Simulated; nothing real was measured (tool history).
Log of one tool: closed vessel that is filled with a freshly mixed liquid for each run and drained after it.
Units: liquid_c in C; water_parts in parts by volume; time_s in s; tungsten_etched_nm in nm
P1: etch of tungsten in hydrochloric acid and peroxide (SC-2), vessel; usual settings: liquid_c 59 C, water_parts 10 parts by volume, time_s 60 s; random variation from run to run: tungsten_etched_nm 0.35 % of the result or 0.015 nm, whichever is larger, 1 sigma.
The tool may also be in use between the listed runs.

| run | hour | liquid_c | water_parts | time_s | hours since the thermometer was replaced | hours since the chemicals flow meter was replaced | hours since the drum of peroxide was connected | tungsten_etched_nm |
|---|---|---|---|---|---|---|---|---|
| 1 | 7.7 | 59 | 10 | 60 | 468.1 | 1453.9 | 315.2 | 21.132 |
| 2 | 14.9 | 59 | 10 | 60 | 475.3 | 1461.1 | 322.4 | 21.108 |
| 3 | 21.8 | 59 | 10 | 110 | 482.2 | 1468 | 329.3 | 38.634 |
| 4 | 29.1 | 59 | 10 | 30 | 489.5 | 1475.3 | 336.6 | 10.545 |
| 5 | 39 | 59 | 18.5 | 60 | 499.4 | 1485.2 | 346.5 | 12.399 |
| 6 | 46.2 | 44.5 | 13.5 | 60 | 506.6 | 1492.4 | 353.7 | 6.2653 |
| 7 | 53.1 | 59 | 4 | 60 | 513.5 | 1499.3 | 360.6 | 42.046 |
|  | 55.9 | thermometer replaced |
| 8 | 59.4 | 59 | 10 | 60 | 3.6 | 1505.6 | 366.9 | 21.057 |
| 9 | 65.6 | 43 | 10 | 60 | 9.8 | 1511.8 | 373.1 | 7.336 |
| 10 | 73.2 | 59 | 6.5 | 85 | 17.4 | 1519.4 | 380.7 | 42.303 |
| 11 | 80 | 72 | 10 | 60 | 24.2 | 1526.2 | 387.5 | 46.717 |
| 12 | 85.7 | 59 | 10 | 60 | 29.9 | 1531.9 | 393.2 | 20.995 |
| 13 | 96.4 | 59 | 10 | 60 | 40.6 | 1542.6 | 403.9 | 21.174 |
| 14 | 106.5 | 59 | 18 | 95 | 50.7 | 1552.7 | 414 | 20.146 |
| 15 | 116.7 | 59 | 10 | 60 | 60.9 | 1562.9 | 424.2 | 21.232 |
| 16 | 127.4 | 59 | 10 | 60 | 71.6 | 1573.6 | 434.9 | 21.03 |
| 17 | 133.1 | 59 | 10 | 60 | 77.3 | 1579.3 | 440.6 | 21.227 |
| 18 | 138.3 | 59 | 10 | 60 | 82.5 | 1584.5 | 445.8 | 20.545 |
| 19 | 148.3 | 59 | 10 | 60 | 92.5 | 1594.5 | 455.8 | 19.803 |
| 20 | 153.7 | 59 | 10 | 60 | 97.9 | 1599.9 | 461.2 | 19.671 |
| 21 | 162.8 | 59 | 10 | 60 | 107 | 1609 | 470.3 | 19.296 |
| 22 | 173.4 | 59 | 10 | 60 | 117.6 | 1619.6 | 480.9 | 19.177 |
|  | 178.7 | new drum of peroxide connected |
| 23 | 181.1 | 59 | 10 | 60 | 125.3 | 1627.3 | 2.5 | 19.028 |

Run 24 comes next. What will it give?
| 24 | 188.6 | 59 | 10 | 60 | 132.8 | 1634.8 | 10 | ? |

Run 24 gave tungsten_etched_nm 19.037 nm.

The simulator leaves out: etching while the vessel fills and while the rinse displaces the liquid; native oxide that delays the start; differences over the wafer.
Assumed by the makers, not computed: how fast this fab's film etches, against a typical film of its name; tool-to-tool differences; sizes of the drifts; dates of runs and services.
